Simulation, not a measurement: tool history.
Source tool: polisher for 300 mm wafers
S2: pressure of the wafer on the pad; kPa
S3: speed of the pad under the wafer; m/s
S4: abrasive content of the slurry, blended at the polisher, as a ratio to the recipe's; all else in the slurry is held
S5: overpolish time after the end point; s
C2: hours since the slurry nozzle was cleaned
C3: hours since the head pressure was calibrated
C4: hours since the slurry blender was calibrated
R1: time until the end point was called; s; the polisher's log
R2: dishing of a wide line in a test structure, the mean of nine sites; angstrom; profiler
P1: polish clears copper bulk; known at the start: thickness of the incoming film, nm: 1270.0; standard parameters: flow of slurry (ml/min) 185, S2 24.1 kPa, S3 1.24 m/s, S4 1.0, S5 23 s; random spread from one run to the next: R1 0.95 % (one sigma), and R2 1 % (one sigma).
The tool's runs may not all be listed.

run 1 hour=13.0 | flow_of_slurry_(ml/min)=185 S2=24.1 S3=1.24 S4=1.0 S5=23 | wafers_polished_on_this_pad=655 C2=115.1 C3=513.2 C4=69.5 | R1=105.950 R2=673.95
run 2 hour=27.2 | flow_of_slurry_(ml/min)=185 S2=24.1 S3=0.58 S4=1.0 S5=39 | wafers_polished_on_this_pad=745 C2=129.3 C3=527.4 C4=83.7 | R1=221.800 R2=660.08
run 3 hour=36.0 | flow_of_slurry_(ml/min)=185 S2=37.9 S3=1.24 S4=1.0 S5=23 | wafers_polished_on_this_pad=801 C2=138.1 C3=536.2 C4=92.5 | R1=65.296 R2=749.13
run 4 hour=48.4 | flow_of_slurry_(ml/min)=185 S2=14.5 S3=1.24 S4=1.0 S5=23 | wafers_polished_on_this_pad=880 C2=150.5 C3=548.6 C4=104.9 | R1=173.270 R2=553.56
run 5 hour=59.7 | flow_of_slurry_(ml/min)=185 S2=24.1 S3=1.24 S4=1.0 S5=23 | wafers_polished_on_this_pad=951 C2=161.8 C3=559.9 C4=116.2 | R1=104.550 R2=666.97
run 6 hour=75.4 | flow_of_slurry_(ml/min)=185 S2=24.1 S3=1.24 S4=1.0 S5=23 | wafers_polished_on_this_pad=1051 C2=177.5 C3=575.6 C4=131.9 | R1=101.760 R2=676.08
run 7 hour=83.1 | flow_of_slurry_(ml/min)=185 S2=24.1 S3=1.24 S4=1.0 S5=23 | wafers_polished_on_this_pad=1100 C2=185.2 C3=583.3 C4=139.6 | R1=103.080 R2=675.91
run 8 hour=97.3 | flow_of_slurry_(ml/min)=235 S2=24.1 S3=1.24 S4=1.0 S5=23 | wafers_polished_on_this_pad=1190 C2=199.4 C3=597.5 C4=153.8 | R1=101.790 R2=672.81
run 9 hour=110.6 | flow_of_slurry_(ml/min)=110 S2=24.1 S3=1.24 S4=1.0 S5=23 | wafers_polished_on_this_pad=1274 C2=212.7 C3=610.8 C4=167.1 | R1=114.420 R2=659.83
run 10 hour=127.1 | flow_of_slurry_(ml/min)=185 S2=24.1 S3=1.24 S4=1.0 S5=23 | wafers_polished_on_this_pad=1379 C2=229.2 C3=627.3 C4=183.6 | R1=104.220 R2=669.02
run 11 hour=138.6 | flow_of_slurry_(ml/min)=185 S2=24.1 S3=1.24 S4=1.0 S5=23 | wafers_polished_on_this_pad=1452 C2=240.7 C3=638.8 C4=195.1 | R1=104.360 R2=671.89
run 12 hour=148.4 | flow_of_slurry_(ml/min)=185 S2=24.1 S3=1.24 S4=0.7 S5=23 | wafers_polished_on_this_pad=1514 C2=250.5 C3=648.6 C4=204.9 | R1=112.050 R2=672.06
-- hour=159.8 worn pad replaced by a new one
run 13 hour=162.0 | flow_of_slurry_(ml/min)=185 S2=24.1 S3=1.24 S4=1.0 S5=7 | wafers_polished_on_this_pad=14 C2=264.1 C3=662.2 C4=218.5 | R1=104.120 R2=440.62
run 14 hour=173.8 | flow_of_slurry_(ml/min)=185 S2=24.1 S3=0.56 S4=1.0 S5=23 | wafers_polished_on_this_pad=89 C2=275.9 C3=674.0 C4=230.3 | R1=227.030 R2=537.96
run 15 hour=182.3 | flow_of_slurry_(ml/min)=185 S2=31.0 S3=0.74 S4=1.0 S5=23 | wafers_polished_on_this_pad=143 C2=284.4 C3=682.5 C4=238.8 | R1=134.900 R2=661.31
run 16 hour=196.4 | flow_of_slurry_(ml/min)=185 S2=24.1 S3=1.24 S4=1.5 S5=23 | wafers_polished_on_this_pad=232 C2=298.5 C3=696.6 C4=252.9 | R1=93.449 R2=683.52
run 17 hour=212.4 | flow_of_slurry_(ml/min)=185 S2=24.1 S3=1.24 S4=1.0 S5=45 | wafers_polished_on_this_pad=334 C2=314.5 C3=712.6 C4=268.9 | R1=103.460 R2=699.79
run 18 hour=223.2 | flow_of_slurry_(ml/min)=185 S2=24.1 S3=1.96 S4=1.0 S5=23 | wafers_polished_on_this_pad=402 C2=325.3 C3=723.4 C4=279.7 | R1=66.859 R2=698.36
run 19 hour=231.6 | flow_of_slurry_(ml/min)=185 S2=24.1 S3=1.24 S4=1.0 S5=23 | wafers_polished_on_this_pad=455 C2=333.7 C3=731.8 C4=288.1 | R1=102.070 R2=672.70
run 20 hour=243.2 | flow_of_slurry_(ml/min)=185 S2=24.1 S3=1.24 S4=1.0 S5=23 | wafers_polished_on_this_pad=529 C2=345.3 C3=743.4 C4=299.7 | R1=106.980 R2=664.58
run 21 hour=251.7 | flow_of_slurry_(ml/min)=185 S2=24.1 S3=1.24 S4=1.0 S5=23 | wafers_polished_on_this_pad=583 C2=353.8 C3=751.9 C4=308.2 | R1=107.900 R2=674.03
run 22 hour=268.3 | flow_of_slurry_(ml/min)=185 S2=24.1 S3=1.24 S4=1.0 S5=23 | wafers_polished_on_this_pad=688 C2=370.4 C3=768.5 C4=324.8 | R1=109.950 R2=668.72
-- hour=272.2 worn pad replaced by a new one
run 23 hour=276.6 | flow_of_slurry_(ml/min)=185 S2=24.1 S3=1.24 S4=1.0 S5=23 | wafers_polished_on_this_pad=28 C2=378.7 C3=776.8 C4=333.1 | R1=108.860 R2=657.02
-- hour=277.9 head pressure recalibrated
run 24 hour=291.5 | flow_of_slurry_(ml/min)=185 S2=24.1 S3=1.24 S4=1.0 S5=23 | wafers_polished_on_this_pad=123 C2=393.6 C3=13.6 C4=348.0 | R1=109.360 R2=660.30
run 25 hour=300.5 | flow_of_slurry_(ml/min)=185 S2=24.1 S3=1.24 S4=1.0 S5=23 | wafers_polished_on_this_pad=180 C2=402.6 C3=22.6 C4=357.0 | R1=110.540 R2=665.36

What P1 gives has crept away from where it was. These 2 causes fit the log equally well, each at the size given:
A: abrasive missing from the slurry, % = 25.9
B: slurry flow missing at the pad, % = 30.8
Onset of the creep was near hour 231.6.
Each remaining cause and why it is not a fit:
removal rate lost through wear of the pad, %: serviced after onset, at hour 272.2, with no recovery of the prior output
head's pressure below its setpoint, %: serviced after onset, at hour 277.9, with no recovery of the prior output

Below are 4 check runs, each averaged over 5 wafers, with their results shown as question marks. Which of them would give clearly different results depending on which cause is behind the drift?
run check 1 hour=309.5 | flow_of_slurry_(ml/min)=110 S2=24.1 S3=1.24 S4=1.0 S5=33 | R1=? R2=?
run check 2 hour=309.5 | flow_of_slurry_(ml/min)=185 S2=24.1 S3=0.64 S4=1.0 S5=23 | R1=? R2=?
run check 3 hour=309.5 | flow_of_slurry_(ml/min)=185 S2=24.1 S3=1.24 S4=1.3 S5=32 | R1=? R2=?
run check 4 hour=309.5 | flow_of_slurry_(ml/min)=185 S2=36.5 S3=1.94 S4=1.0 S5=23 | R1=? R2=?

If the cause were each of the candidates in turn, the checks would give the following:
check=check_1 result=R1 if_A=121.580 if_B=126.200
check=check_1 result=R2 if_A=686.30 if_B=684.25
check=check_2 result=R1 if_A=214.050 if_B=214.030
check=check_2 result=R2 if_A=554.80 if_B=554.83
check=check_3 result=R1 if_A=104.560 if_B=104.330
check=check_3 result=R2 if_A=691.49 if_B=691.56
check=check_4 result=R1 if_A=46.632 if_B=46.627
check=check_4 result=R2 if_A=737.93 if_B=737.93
Gap, in per cent, between the two causes that each check separates least, read from the result that separates them most: check 1 3.73 %; check 2 0.01 %; check 3 0.21 %; check 4 0.01 %
Check 1 distinguishes between the causes, while the remaining checks would return nearly the same result for all of them.

Check 1 has now been run. It gave: R1 126.240 s; R2 691.64 angstrom. Which of the candidate causes is it?

The cause is B: slurry flow missing at the pad, %.

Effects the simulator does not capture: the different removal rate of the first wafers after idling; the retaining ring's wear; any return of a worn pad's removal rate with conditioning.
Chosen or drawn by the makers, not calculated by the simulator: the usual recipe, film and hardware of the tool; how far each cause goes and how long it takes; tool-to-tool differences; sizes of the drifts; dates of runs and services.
